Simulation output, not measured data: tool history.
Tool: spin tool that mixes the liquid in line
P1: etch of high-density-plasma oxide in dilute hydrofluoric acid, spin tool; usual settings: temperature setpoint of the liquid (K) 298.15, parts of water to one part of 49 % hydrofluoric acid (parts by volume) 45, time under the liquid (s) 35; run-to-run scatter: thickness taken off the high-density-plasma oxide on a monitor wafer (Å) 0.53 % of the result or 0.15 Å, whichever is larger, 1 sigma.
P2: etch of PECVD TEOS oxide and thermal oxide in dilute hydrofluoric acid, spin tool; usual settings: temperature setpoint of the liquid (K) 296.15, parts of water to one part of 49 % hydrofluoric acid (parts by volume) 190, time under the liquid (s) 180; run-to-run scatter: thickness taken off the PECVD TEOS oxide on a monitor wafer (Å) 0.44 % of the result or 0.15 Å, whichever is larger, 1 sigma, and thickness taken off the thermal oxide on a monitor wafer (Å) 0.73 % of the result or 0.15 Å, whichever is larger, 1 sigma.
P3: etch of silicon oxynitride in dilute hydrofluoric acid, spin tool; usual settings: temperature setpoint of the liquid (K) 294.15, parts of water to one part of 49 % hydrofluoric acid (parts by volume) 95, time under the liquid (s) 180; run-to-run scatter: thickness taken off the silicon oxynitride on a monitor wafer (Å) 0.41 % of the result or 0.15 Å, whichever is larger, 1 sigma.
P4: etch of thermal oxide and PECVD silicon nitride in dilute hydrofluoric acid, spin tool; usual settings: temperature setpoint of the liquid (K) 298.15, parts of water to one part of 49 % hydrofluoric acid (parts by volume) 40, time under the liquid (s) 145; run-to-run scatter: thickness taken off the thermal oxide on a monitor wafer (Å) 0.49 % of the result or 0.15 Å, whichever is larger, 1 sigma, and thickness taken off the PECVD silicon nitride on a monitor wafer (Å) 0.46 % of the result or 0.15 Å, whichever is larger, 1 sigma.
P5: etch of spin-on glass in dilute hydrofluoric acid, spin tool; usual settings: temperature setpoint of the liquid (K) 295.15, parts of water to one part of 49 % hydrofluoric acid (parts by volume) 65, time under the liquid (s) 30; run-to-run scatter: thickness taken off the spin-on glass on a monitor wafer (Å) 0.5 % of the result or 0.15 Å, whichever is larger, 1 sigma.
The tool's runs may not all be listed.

run   hour  process that ran  temperature setpoint of the liquid (K)  parts of water to one part of 49 % hydrofluoric acid (parts by volume)  time under the liquid (s)  hours since the thermometer was replaced  hours since the hydrofluoric acid flow meter was replaced  thickness taken off the high-density-plasma oxide on a monitor wafer (Å)  thickness taken off the silicon oxynitride on a monitor wafer (Å)  thickness taken off the PECVD TEOS oxide on a monitor wafer (Å)  thickness taken off the thermal oxide on a monitor wafer (Å)  thickness taken off the spin-on glass on a monitor wafer (Å)  thickness taken off the PECVD silicon nitride on a monitor wafer (Å)
  1    5.5                P1                                  298.15                                                                      45                         35                                     333.8                                                      764.9                                                                    79.018
  2   14.8                P3                                  294.15                                                                      95                        180                                     343.1                                                      774.2                                                                                                                                       60.715
  3   26.6                P2                                  290.65                                                                     190                        180                                     354.9                                                        786                                                                                                                                                                                                        113.56                                                        29.468
  4   34.5                P5                                  295.15                                                                      65                         30                                     362.8                                                      793.9                                                                                                                                                                                                                                                                                                                                    170.72
  5   40.8                P4                                  298.15                                                                      40                         55                                     369.1                                                      800.2                                                                                                                                                                                                                                                                       75.07                                                                                                                              50.301
  6   51.4                P5                                  295.15                                                                      65                         15                                     379.7                                                      810.8                                                                                                                                                                                                                                                                                                                                    84.279
  7   58.5                P1                                  298.15                                                                      45                         50                                     386.8                                                      817.9                                                                    111.99
  8   67.7                P1                                  305.15                                                                      45                         20                                       396                                                      827.1                                                                    59.676
  9   78.8                P1                                  298.15                                                                      45                         35                                     407.1                                                      838.2                                                                    78.873
 10   84.1                P3                                  294.15                                                                     140                        180                                     412.4                                                      843.5                                                                                                                                       40.147
 11     95                P3                                  294.15                                                                      95                         90                                     423.3                                                      854.4                                                                                                                                       30.262
 12  106.9                P5                                  302.15                                                                      65                         30                                     435.2                                                      866.3                                                                                                                                                                                                                                                                                                                                    222.77
 13  113.8                P2                                  296.15                                                                      80                        180                                     442.1                                                      873.2                                                                                                                                                                                                        380.66                                                        98.738
 14  122.5                P3                                  301.65                                                                      95                        180                                     450.8                                                      881.9                                                                                                                                       86.768
 15    128                P1                                  298.15                                                                      25                         35                                     456.3                                                      887.4                                                                    145.43
 16    135                P1                                  298.15                                                                      45                         35                                     463.3                                                      894.4                                                                    78.864
 17  140.8                P1                                  292.15                                                                      45                         35                                     469.1                                                      900.2                                                                    61.581
 18  151.8                P1                                  298.15                                                                      45                         35                                     480.1                                                      911.2                                                                    78.765
 19    163                P1                                  298.15                                                                      45                         35                                     491.3                                                      922.4                                                                    78.685
 20  174.3                P4                                  298.15                                                                      40                        145                                     502.6                                                      933.7                                                                                                                                                                                                                                                                      200.27                                                                                                                              133.72
 21  182.5                P4                                  298.15                                                                      40                        145                                     510.8                                                      941.9                                                                                                                                                                                                                                                                      198.38                                                                                                                              133.41
 22  191.6                P1                                  298.15                                                                      45                         35                                     519.9                                                        951                                                                    78.808
 23  201.5                P1                                  298.15                                                                      45                         15                                     529.8                                                      960.9                                                                    33.553
 24  206.9                P2                                  296.15                                                                     190                        180                                     535.2                                                      966.3                                                                                                                                                                                                        141.09                                                        36.175
 25  217.5                P2                                  296.15                                                                     190                         55                                     545.8                                                      976.9                                                                                                                                                                                                        43.311                                                        11.238
 26  223.8                P1                                  298.15                                                                      75                         15                                     552.1                                                      983.2                                                                    19.586
 27  236.1                P4                                  298.15                                                                      20                        145                                     564.4                                                      995.5                                                                                                                                                                                                                                                                      408.33                                                                                                                              259.95
 28  247.2                P5                                  295.15                                                                     110                         30                                     575.5                                                     1006.6                                                                                                                                                                                                                                                                                                                                    94.619
 29  254.3                P3                                  294.15                                                                      95                        180                                     582.6                                                     1013.7                                                                                                                                       61.557
       259  -- thermometer replaced
 30  266.5                P1                                  298.15                                                                      65                         35                                       7.6                                                     1025.9                                                                    52.531
 31  272.6                P1                                  306.65                                                                      45                         35                                      13.7                                                       1032                                                                    110.01
 32  281.6                P5                                  295.15                                                                      65                         30                                      22.7                                                       1041                                                                                                                                                                                                                                                                                                                                    168.05
 33  290.9                P4                                  292.15                                                                      40                        145                                        32                                                     1050.3                                                                                                                                                                                                                                                                      154.21                                                                                                                               87.73
 34  299.8                P1                                  298.15                                                                      45                         35                                      40.9                                                     1059.2                                                                    78.563

Forecast run 35:
 35  306.3                P1                                  298.15                                                                      45                         35                                      47.4                                                     1065.7                                                                         ?

thickness taken off the high-density-plasma oxide on a monitor wafer (Å): 76.802
